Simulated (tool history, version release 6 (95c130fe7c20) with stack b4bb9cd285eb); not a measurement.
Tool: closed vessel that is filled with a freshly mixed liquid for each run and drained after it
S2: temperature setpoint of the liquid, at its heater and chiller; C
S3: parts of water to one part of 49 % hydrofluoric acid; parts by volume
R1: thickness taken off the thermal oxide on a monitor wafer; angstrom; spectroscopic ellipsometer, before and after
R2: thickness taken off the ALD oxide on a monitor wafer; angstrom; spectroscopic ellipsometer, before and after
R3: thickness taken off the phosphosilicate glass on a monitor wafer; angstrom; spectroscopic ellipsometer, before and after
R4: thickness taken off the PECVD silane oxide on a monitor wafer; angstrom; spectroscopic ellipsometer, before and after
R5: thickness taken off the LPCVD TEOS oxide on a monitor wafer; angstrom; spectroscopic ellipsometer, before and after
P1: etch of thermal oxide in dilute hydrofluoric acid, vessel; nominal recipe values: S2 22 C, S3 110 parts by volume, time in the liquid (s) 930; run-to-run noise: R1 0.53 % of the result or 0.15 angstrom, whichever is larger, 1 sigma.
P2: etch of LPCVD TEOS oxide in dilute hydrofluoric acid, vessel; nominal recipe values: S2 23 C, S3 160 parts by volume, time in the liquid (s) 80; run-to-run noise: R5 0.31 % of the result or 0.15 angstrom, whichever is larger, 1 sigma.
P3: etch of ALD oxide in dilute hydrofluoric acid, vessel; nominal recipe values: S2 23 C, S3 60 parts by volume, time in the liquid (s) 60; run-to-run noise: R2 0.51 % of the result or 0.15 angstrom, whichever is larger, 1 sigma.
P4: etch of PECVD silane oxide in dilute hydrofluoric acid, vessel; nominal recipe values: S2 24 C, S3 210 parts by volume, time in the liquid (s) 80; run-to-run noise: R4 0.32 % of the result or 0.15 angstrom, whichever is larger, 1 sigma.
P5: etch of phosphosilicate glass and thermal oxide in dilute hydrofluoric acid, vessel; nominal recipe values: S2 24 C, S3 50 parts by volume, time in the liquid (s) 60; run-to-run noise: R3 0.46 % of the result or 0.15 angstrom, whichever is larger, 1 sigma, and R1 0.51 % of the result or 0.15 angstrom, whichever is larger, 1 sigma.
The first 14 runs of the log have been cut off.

Run 15, hour 64.9: process that ran P3, S2 23 C, S3 60 parts by volume, time in the liquid (s) 60. Result: R2 276.15 angstrom.
Run 16, hour 70.2: process that ran P4, S2 31.5 C, S3 210 parts by volume, time in the liquid (s) 80. Result: R4 176.67 angstrom.
Run 17, hour 74: process that ran P2, S2 17 C, S3 160 parts by volume, time in the liquid (s) 80. Result: R5 201.44 angstrom.
At hour 74.9: thermometer replaced.
Run 18, hour 79.3: process that ran P4, S2 24 C, S3 370 parts by volume, time in the liquid (s) 80. Result: R4 66.272 angstrom.
Run 19, hour 82.3: process that ran P1, S2 22 C, S3 110 parts by volume, time in the liquid (s) 930. Result: R1 352.39 angstrom.
Run 20, hour 87: process that ran P3, S2 23 C, S3 60 parts by volume, time in the liquid (s) 60. Result: R2 277.33 angstrom.
Run 21, hour 90.5: process that ran P1, S2 22 C, S3 110 parts by volume, time in the liquid (s) 1360. Result: R1 521.79 angstrom.
Run 22, hour 95.4: process that ran P1, S2 29 C, S3 110 parts by volume, time in the liquid (s) 930. Result: R1 465.36 angstrom.
Run 23, hour 98.3: process that ran P2, S2 23 C, S3 160 parts by volume, time in the liquid (s) 80. Result: R5 255.82 angstrom.
Run 24, hour 101.4: process that ran P5, S2 24 C, S3 50 parts by volume, time in the liquid (s) 60. Result: R1 59.929 angstrom, R3 2502 angstrom.
Run 25, hour 106.9: process that ran P1, S2 22 C, S3 110 parts by volume, time in the liquid (s) 930. Result: R1 352.03 angstrom.
Run 26, hour 110.7: process that ran P1, S2 22 C, S3 180 parts by volume, time in the liquid (s) 930. Result: R1 202.68 angstrom.
Run 27, hour 116: process that ran P2, S2 23 C, S3 160 parts by volume, time in the liquid (s) 80. Result: R5 257.31 angstrom.
Run 28, hour 119.6: process that ran P1, S2 25.5 C, S3 40 parts by volume, time in the liquid (s) 930. Result: R1 1219.2 angstrom.
Run 29, hour 123.7: process that ran P1, S2 17 C, S3 110 parts by volume, time in the liquid (s) 930. Result: R1 289.89 angstrom.
Run 30, hour 129.2: process that ran P4, S2 24 C, S3 210 parts by volume, time in the liquid (s) 80. Result: R4 135.68 angstrom.
Run 31, hour 134.5: process that ran P1, S2 22 C, S3 65 parts by volume, time in the liquid (s) 930. Result: R1 628.79 angstrom.
Run 32, hour 139.1: process that ran P5, S2 24 C, S3 50 parts by volume, time in the liquid (s) 60. Result: R1 59.458 angstrom, R3 2484.4 angstrom.
Run 33, hour 142.7: process that ran P1, S2 22 C, S3 110 parts by volume, time in the liquid (s) 115. Result: R1 43.712 angstrom.
Run 34, hour 147.8: process that ran P2, S2 23 C, S3 160 parts by volume, time in the liquid (s) 40. Result: R5 128.29 angstrom.
Run 35, hour 152.4: process that ran P1, S2 22 C, S3 110 parts by volume, time in the liquid (s) 930. Result: R1 354.42 angstrom.

What will run 36 give?
Run 36, hour 156.4: process that ran P1, S2 22 C, S3 110 parts by volume, time in the liquid (s) 930. Result: R1 ?.

Run 36 yielded R1 364.92 angstrom.
